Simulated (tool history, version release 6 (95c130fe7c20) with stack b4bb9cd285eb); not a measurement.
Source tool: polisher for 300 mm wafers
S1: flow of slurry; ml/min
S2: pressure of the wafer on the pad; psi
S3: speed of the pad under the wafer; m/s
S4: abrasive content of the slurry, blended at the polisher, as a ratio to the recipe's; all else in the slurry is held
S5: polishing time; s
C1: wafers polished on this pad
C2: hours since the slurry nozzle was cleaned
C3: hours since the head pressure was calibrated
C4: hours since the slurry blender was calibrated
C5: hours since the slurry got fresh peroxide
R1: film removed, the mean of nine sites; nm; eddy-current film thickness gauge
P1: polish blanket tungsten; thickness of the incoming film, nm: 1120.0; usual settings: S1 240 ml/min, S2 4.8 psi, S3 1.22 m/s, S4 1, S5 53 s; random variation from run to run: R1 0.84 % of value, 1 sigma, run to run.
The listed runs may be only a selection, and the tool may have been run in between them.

{"run": 1, "hour": 7.8, "S1": 240, "S2": 4.8, "S3": 1.22, "S4": 1, "S5": 53, "C1": 714, "C2": 79.3, "C3": 508.3, "C4": 250.3, "C5": 80.9, "R1": 435.71}
{"run": 2, "hour": 18.5, "S1": 370, "S2": 4.8, "S3": 1.22, "S4": 1, "S5": 53, "C1": 826, "C2": 90, "C3": 519, "C4": 261, "C5": 91.6, "R1": 444.91}
{"run": 3, "hour": 26.5, "S1": 240, "S2": 4.8, "S3": 1.22, "S4": 1, "S5": 53, "C1": 911, "C2": 98, "C3": 527, "C4": 269, "C5": 99.6, "R1": 428.52}
{"run": 4, "hour": 37.9, "S1": 240, "S2": 4.8, "S3": 1.22, "S4": 1.5, "S5": 53, "C1": 1030, "C2": 109.4, "C3": 538.4, "C4": 280.4, "C5": 111, "R1": 469.72}
{"run": 5, "hour": 43.7, "S1": 240, "S2": 4.8, "S3": 1.22, "S4": 1, "S5": 53, "C1": 1091, "C2": 115.2, "C3": 544.2, "C4": 286.2, "C5": 116.8, "R1": 425.11}
{"hour": 46.3, "done": "head pressure recalibrated"}
{"run": 6, "hour": 55.0, "S1": 240, "S2": 4.8, "S3": 1.22, "S4": 1, "S5": 53, "C1": 1210, "C2": 126.5, "C3": 8.8, "C4": 297.5, "C5": 128.1, "R1": 431.83}
{"run": 7, "hour": 66.4, "S1": 240, "S2": 7, "S3": 1.22, "S4": 1, "S5": 53, "C1": 1330, "C2": 137.9, "C3": 20.2, "C4": 308.9, "C5": 139.5, "R1": 632.07}
{"run": 8, "hour": 73.6, "S1": 240, "S2": 2.2, "S3": 1.22, "S4": 1, "S5": 53, "C1": 1405, "C2": 145.1, "C3": 27.4, "C4": 316.1, "C5": 146.7, "R1": 198.58}
{"run": 9, "hour": 79.0, "S1": 240, "S2": 4.8, "S3": 1.88, "S4": 1, "S5": 53, "C1": 1462, "C2": 150.5, "C3": 32.8, "C4": 321.5, "C5": 152.1, "R1": 660.32}
{"run": 10, "hour": 86.3, "S1": 240, "S2": 4.8, "S3": 1.22, "S4": 1, "S5": 24, "C1": 1539, "C2": 157.8, "C3": 40.1, "C4": 328.8, "C5": 159.4, "R1": 193.82}
{"run": 11, "hour": 93.0, "S1": 240, "S2": 4.8, "S3": 1.22, "S4": 0.55, "S5": 53, "C1": 1609, "C2": 164.5, "C3": 46.8, "C4": 335.5, "C5": 166.1, "R1": 378.49}
{"run": 12, "hour": 101.4, "S1": 240, "S2": 2.4, "S3": 1.22, "S4": 0.65, "S5": 53, "C1": 1697, "C2": 172.9, "C3": 55.2, "C4": 343.9, "C5": 174.5, "R1": 194.46}
{"run": 13, "hour": 106.7, "S1": 240, "S2": 4.8, "S3": 1.22, "S4": 1, "S5": 83, "C1": 1753, "C2": 178.2, "C3": 60.5, "C4": 349.2, "C5": 179.8, "R1": 667.24}
{"run": 14, "hour": 113.6, "S1": 240, "S2": 4.8, "S3": 0.64, "S4": 1, "S5": 53, "C1": 1826, "C2": 185.1, "C3": 67.4, "C4": 356.1, "C5": 186.7, "R1": 222.9}

Run 15 comes next. What will it give?
{"run": 15, "hour": 122.0, "S1": 145, "S2": 4.8, "S3": 1.22, "S4": 1, "S5": 53, "C1": 1914, "C2": 193.5, "C3": 75.8, "C4": 364.5, "C5": 195.1, "R1": "?"}

R1: 401.96 nm
